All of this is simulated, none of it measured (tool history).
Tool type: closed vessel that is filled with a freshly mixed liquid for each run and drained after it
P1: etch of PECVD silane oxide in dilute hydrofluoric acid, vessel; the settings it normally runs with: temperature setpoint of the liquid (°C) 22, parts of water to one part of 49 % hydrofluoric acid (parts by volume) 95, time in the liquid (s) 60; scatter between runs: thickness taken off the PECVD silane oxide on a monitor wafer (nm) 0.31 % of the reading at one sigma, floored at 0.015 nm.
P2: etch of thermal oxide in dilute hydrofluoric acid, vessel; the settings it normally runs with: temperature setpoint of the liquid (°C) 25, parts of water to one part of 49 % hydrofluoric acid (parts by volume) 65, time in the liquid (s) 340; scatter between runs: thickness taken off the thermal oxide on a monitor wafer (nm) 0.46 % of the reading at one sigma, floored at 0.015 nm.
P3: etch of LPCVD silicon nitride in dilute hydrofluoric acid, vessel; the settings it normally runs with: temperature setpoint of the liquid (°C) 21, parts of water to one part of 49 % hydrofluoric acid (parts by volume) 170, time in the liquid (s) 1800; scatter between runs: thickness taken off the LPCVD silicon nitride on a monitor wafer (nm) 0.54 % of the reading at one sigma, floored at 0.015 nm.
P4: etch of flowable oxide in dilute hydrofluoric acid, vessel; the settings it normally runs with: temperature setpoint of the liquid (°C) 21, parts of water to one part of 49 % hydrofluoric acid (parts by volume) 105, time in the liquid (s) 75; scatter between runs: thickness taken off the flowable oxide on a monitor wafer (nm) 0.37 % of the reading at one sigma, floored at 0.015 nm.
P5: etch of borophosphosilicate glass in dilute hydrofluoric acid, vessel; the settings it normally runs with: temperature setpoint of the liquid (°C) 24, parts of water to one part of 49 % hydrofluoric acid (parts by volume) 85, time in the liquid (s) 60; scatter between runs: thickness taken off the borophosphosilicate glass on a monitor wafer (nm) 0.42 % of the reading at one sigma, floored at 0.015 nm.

| run | hour | process that ran | temperature setpoint of the liquid (°C) | parts of water to one part of 49 % hydrofluoric acid (parts by volume) | time in the liquid (s) | thickness taken off the PECVD silane oxide on a monitor wafer (nm) | thickness taken off the flowable oxide on a monitor wafer (nm) | thickness taken off the borophosphosilicate glass on a monitor wafer (nm) | thickness taken off the thermal oxide on a monitor wafer (nm) | thickness taken off the LPCVD silicon nitride on a monitor wafer (nm) |
|---|---|---|---|---|---|---|---|---|---|---|
| 1 | 11.4 | P1 | 22 | 95 | 60 | 22.199 |  |  |  |  |
| 2 | 18 | P4 | 21 | 105 | 75 |  | 37.99 |  |  |  |
| 3 | 27.7 | P1 | 30 | 95 | 60 | 30.701 |  |  |  |  |
| 4 | 36.4 | P5 | 24 | 85 | 60 |  |  | 24.78 |  |  |
| 5 | 42 | P1 | 22 | 40 | 95 | 90.002 |  |  |  |  |
|  | 48.3 | thermometer replaced |
| 6 | 50.1 | P2 | 25 | 65 | 340 |  |  |  | 25.765 |  |
| 7 | 57.3 | P4 | 21 | 60 | 75 |  | 70.343 |  |  |  |
| 8 | 64 | P4 | 21 | 105 | 30 |  | 15.202 |  |  |  |
| 9 | 70.1 | P5 | 24 | 25 | 60 |  |  | 91.615 |  |  |
| 10 | 75.7 | P2 | 25 | 65 | 185 |  |  |  | 14.072 |  |
| 11 | 84.8 | P1 | 17 | 95 | 60 | 18.172 |  |  |  |  |
| 12 | 91 | P2 | 25 | 110 | 340 |  |  |  | 14.394 |  |
| 13 | 96.5 | P1 | 22 | 95 | 60 | 22.438 |  |  |  |  |
| 14 | 106.7 | P3 | 17 | 170 | 1800 |  |  |  |  | 3.1105 |
| 15 | 113.3 | P3 | 21 | 170 | 2730 |  |  |  |  | 6.1316 |
| 16 | 123.6 | P1 | 27.5 | 95 | 110 | 50.558 |  |  |  |  |
| 17 | 133.5 | P1 | 22 | 95 | 30 | 11.212 |  |  |  |  |
| 18 | 143.2 | P3 | 21 | 170 | 1800 |  |  |  |  | 4.0634 |
| 19 | 152.8 | P3 | 21 | 170 | 1800 |  |  |  |  | 4.0955 |
| 20 | 161.6 | P4 | 17 | 105 | 75 |  | 32.137 |  |  |  |
| 21 | 170.5 | P5 | 24 | 85 | 30 |  |  | 12.446 |  |  |
| 22 | 182.2 | P1 | 22 | 95 | 60 | 22.275 |  |  |  |  |
| 23 | 191.5 | P5 | 24 | 85 | 60 |  |  | 24.891 |  |  |
| 24 | 199 | P1 | 22 | 45 | 60 | 50.333 |  |  |  |  |

Run 25, settings as shown, results not yet in. Your forecast:
| 25 | 208.9 | P1 | 22 | 160 | 60 | ? |  |  |  |  |

{"run 25": {"thickness taken off the PECVD silane oxide on a monitor wafer (nm)": 12.387}}
